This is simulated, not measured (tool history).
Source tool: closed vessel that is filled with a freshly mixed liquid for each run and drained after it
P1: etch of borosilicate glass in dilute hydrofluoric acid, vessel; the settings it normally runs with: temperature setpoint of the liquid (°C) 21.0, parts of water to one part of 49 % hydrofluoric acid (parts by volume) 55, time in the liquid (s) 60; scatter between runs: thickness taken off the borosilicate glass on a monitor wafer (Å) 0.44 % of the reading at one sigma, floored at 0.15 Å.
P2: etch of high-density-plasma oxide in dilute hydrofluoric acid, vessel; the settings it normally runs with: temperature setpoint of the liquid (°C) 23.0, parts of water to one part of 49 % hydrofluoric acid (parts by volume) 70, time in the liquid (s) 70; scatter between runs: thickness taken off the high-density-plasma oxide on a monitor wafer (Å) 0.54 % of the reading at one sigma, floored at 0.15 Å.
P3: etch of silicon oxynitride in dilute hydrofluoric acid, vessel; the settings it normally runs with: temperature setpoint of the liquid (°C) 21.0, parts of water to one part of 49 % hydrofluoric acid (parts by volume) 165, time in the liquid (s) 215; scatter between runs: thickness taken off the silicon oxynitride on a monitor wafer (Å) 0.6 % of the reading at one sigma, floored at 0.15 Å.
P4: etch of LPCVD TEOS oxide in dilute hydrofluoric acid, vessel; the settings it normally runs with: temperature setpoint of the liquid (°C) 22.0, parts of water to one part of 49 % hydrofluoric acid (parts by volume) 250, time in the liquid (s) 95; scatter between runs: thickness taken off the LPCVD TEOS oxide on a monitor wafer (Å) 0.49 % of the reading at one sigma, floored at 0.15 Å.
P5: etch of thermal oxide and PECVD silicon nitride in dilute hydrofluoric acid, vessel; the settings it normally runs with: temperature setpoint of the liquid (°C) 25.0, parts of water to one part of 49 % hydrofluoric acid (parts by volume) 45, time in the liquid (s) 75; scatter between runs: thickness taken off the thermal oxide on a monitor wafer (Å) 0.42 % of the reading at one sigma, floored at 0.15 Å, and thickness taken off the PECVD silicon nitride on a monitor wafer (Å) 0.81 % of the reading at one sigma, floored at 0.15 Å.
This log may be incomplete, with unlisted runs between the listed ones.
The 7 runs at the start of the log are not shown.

| run | hour | process that ran | temperature setpoint of the liquid (°C) | parts of water to one part of 49 % hydrofluoric acid (parts by volume) | time in the liquid (s) | thickness taken off the borosilicate glass on a monitor wafer (Å) | thickness taken off the LPCVD TEOS oxide on a monitor wafer (Å) | thickness taken off the thermal oxide on a monitor wafer (Å) | thickness taken off the PECVD silicon nitride on a monitor wafer (Å) | thickness taken off the silicon oxynitride on a monitor wafer (Å) | thickness taken off the high-density-plasma oxide on a monitor wafer (Å) |
|---|---|---|---|---|---|---|---|---|---|---|---|
| 8 | 64.5 | P2 | 17.0 | 70 | 70 |  |  |  |  |  | 84.486 |
| 9 | 70.9 | P1 | 17.5 | 55 | 30 | 163.87 |  |  |  |  |  |
| 10 | 79.8 | P1 | 21.0 | 20 | 60 | 1092.10 |  |  |  |  |  |
| 11 | 87.9 | P5 | 25.0 | 65 | 75 |  |  | 54.067 | 21.040 |  |  |
| 12 | 95.8 | P4 | 17.0 | 250 | 95 |  | 108.25 |  |  |  |  |
| 13 | 104.4 | P1 | 21.0 | 55 | 60 | 382.47 |  |  |  |  |  |
| 14 | 110.2 | P3 | 27.5 | 165 | 215 |  |  |  |  | 65.068 |  |
| 15 | 118.7 | P5 | 20.5 | 45 | 75 |  |  | 66.445 | 22.210 |  |  |
| 16 | 126.6 | P1 | 17.0 | 55 | 60 | 321.62 |  |  |  |  |  |
| 17 | 134.3 | P4 | 22.0 | 250 | 95 |  | 130.37 |  |  |  |  |
| 18 | 141.3 | P1 | 21.0 | 55 | 95 | 602.07 |  |  |  |  |  |
| 19 | 147.2 | P3 | 21.0 | 165 | 215 |  |  |  |  | 48.560 |  |
| 20 | 157.2 | P1 | 21.0 | 55 | 60 | 383.25 |  |  |  |  |  |
| 21 | 164.0 | P2 | 23.0 | 70 | 135 |  |  |  |  |  | 211.450 |
| 22 | 172.7 | P1 | 21.0 | 80 | 60 | 252.28 |  |  |  |  |  |
| 23 | 177.9 | P4 | 22.0 | 250 | 185 |  | 254.83 |  |  |  |  |
| 24 | 187.8 | P5 | 25.0 | 45 | 75 |  |  | 80.415 | 29.596 |  |  |
| 25 | 197.5 | P3 | 21.0 | 165 | 340 |  |  |  |  | 77.111 |  |

The next listed run, before its measurement:
| 26 | 203.5 | P2 | 23.0 | 40 | 70 |  |  |  |  |  | ? |

{"run 26": {"thickness taken off the high-density-plasma oxide on a monitor wafer (Å)": 196.94}}
